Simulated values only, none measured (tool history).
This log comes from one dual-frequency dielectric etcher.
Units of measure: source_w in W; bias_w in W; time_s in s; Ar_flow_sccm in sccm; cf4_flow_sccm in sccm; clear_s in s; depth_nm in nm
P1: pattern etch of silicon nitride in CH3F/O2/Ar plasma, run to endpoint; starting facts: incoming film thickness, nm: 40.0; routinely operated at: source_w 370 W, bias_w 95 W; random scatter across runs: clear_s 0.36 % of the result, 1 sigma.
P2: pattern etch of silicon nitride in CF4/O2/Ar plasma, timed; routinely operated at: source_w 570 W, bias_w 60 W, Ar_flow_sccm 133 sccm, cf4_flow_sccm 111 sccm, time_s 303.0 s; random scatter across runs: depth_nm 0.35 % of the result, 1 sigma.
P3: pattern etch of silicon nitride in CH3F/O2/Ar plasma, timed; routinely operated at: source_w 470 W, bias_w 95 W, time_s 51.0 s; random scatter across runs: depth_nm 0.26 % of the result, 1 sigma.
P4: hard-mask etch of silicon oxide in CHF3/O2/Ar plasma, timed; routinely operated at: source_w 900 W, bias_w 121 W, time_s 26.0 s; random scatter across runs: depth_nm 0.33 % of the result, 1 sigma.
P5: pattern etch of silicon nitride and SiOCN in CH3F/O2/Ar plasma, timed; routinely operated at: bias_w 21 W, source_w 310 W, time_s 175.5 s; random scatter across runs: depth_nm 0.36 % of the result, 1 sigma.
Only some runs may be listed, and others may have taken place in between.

run,hour,process,source_w,bias_w,time_s,Ar_flow_sccm,cf4_flow_sccm,clear_s,depth_nm
1,4.8,P1,370,95,,,,52.777,
2,14.7,P1,460,95,,,,48.857,
3,23.2,P4,670,121,26.0,,,,46.518
4,31.7,P2,570,60,303.0,133,142,,702.460
5,37.7,P5,230,21,175.5,,,,19.489
6,43.7,P1,370,62,,,,61.393,
7,48.8,P3,470,95,38.5,,,,31.508
8,58.4,P1,440,126,,,,44.647,
9,66.1,P2,570,60,169.5,133,111,,380.320
10,71.2,P5,310,29,175.5,,,,25.094
11,81.4,P2,390,60,303.0,133,111,,491.330
12,90.6,P1,370,95,,,,52.735,
13,99.8,P3,470,116,51.0,,,,45.097
14,107.9,P1,370,95,,,,52.873,
15,117.1,P1,370,125,,,,47.837,
16,127.3,P3,470,95,51.0,,,,42.102
17,136.3,P1,490,59,,,,56.292,
18,143.4,P2,570,60,303.0,133,111,,682.590
19,151.0,P4,900,74,26.0,,,,45.416
20,158.5,P2,570,60,303.0,78,111,,727.910
21,163.8,P2,570,74,303.0,133,111,,740.330
22,170.2,P4,900,121,26.0,,,,51.870
23,179.5,P5,310,21,175.5,,,,21.514
24,188.0,P3,370,95,51.0,,,,38.326
25,198.4,P1,240,95,,,,62.471,
26,205.0,P1,370,95,,,,52.752,
27,213.1,P5,310,21,175.5,,,,21.508
28,223.1,P4,900,121,32.5,,,,65.158
29,233.3,P1,260,113,,,,56.420,
30,242.8,P5,310,21,114.5,,,,14.061
31,249.7,P3,470,95,51.0,,,,42.068
32,258.5,P1,370,95,,,,52.800,
33,268.4,P1,370,95,,,,53.221,
34,275.6,P1,370,95,,,,53.491,
35,285.0,P1,370,95,,,,53.647,
36,291.8,P1,370,95,,,,53.425,
37,301.3,P1,370,95,,,,53.639,
38,311.1,P1,370,95,,,,53.788,
39,318.0,P1,370,95,,,,54.234,
# hour 318.7: wet clean of the chamber
40,328.5,P1,370,95,,,,53.827,
41,336.8,P1,370,95,,,,53.908,
42,345.3,P1,370,95,,,,53.870,
43,353.5,P1,370,95,,,,54.032,

Something has made what P1 gives creep away from where it was; the 2 causes below, each at its own stated size, fit the log equally well:
A: source power that arrives under what is set, % = 4.77
B: bias power that arrives under what is set, % = 4.89
Creep in the process output first set in at about hour 258.5.
What rules out each remaining cause:
chamber walls in a state that lowers the etch rate, %: serviced at hour 318.7, which brought nothing back

You are offered 4 check runs, listed below with question marks in place of their results; each one averages 2 wafers. Which run separates the listed causes by giving clearly different results for each?
check 1,361.7,P2,570,60,303.0,133,111,,?
check 2,361.7,P3,470,95,51.0,,,,?
check 3,361.7,P5,310,21,175.5,,,,?
check 4,361.7,P4,900,121,26.0,,,,?

Predicted outcomes, by check and by cause:
check,result,if A,if B
check 1,depth_nm,653.740,668.740
check 2,depth_nm,41.191,41.205
check 3,depth_nm,21.118,21.003
check 4,depth_nm,51.241,51.474
How far apart the two closest causes lie, in the result that separates them most: check 1 2.27 %; check 2 0.04 %; check 3 0.55 %; check 4 0.45 %
Check 1 distinguishes between the causes, while the remaining checks would return nearly the same result for all of them.

With check 1 done, the readings were: depth_nm 669.970 nm. Identify which of the listed causes applies.

It is B: bias power that arrives under what is set, %.
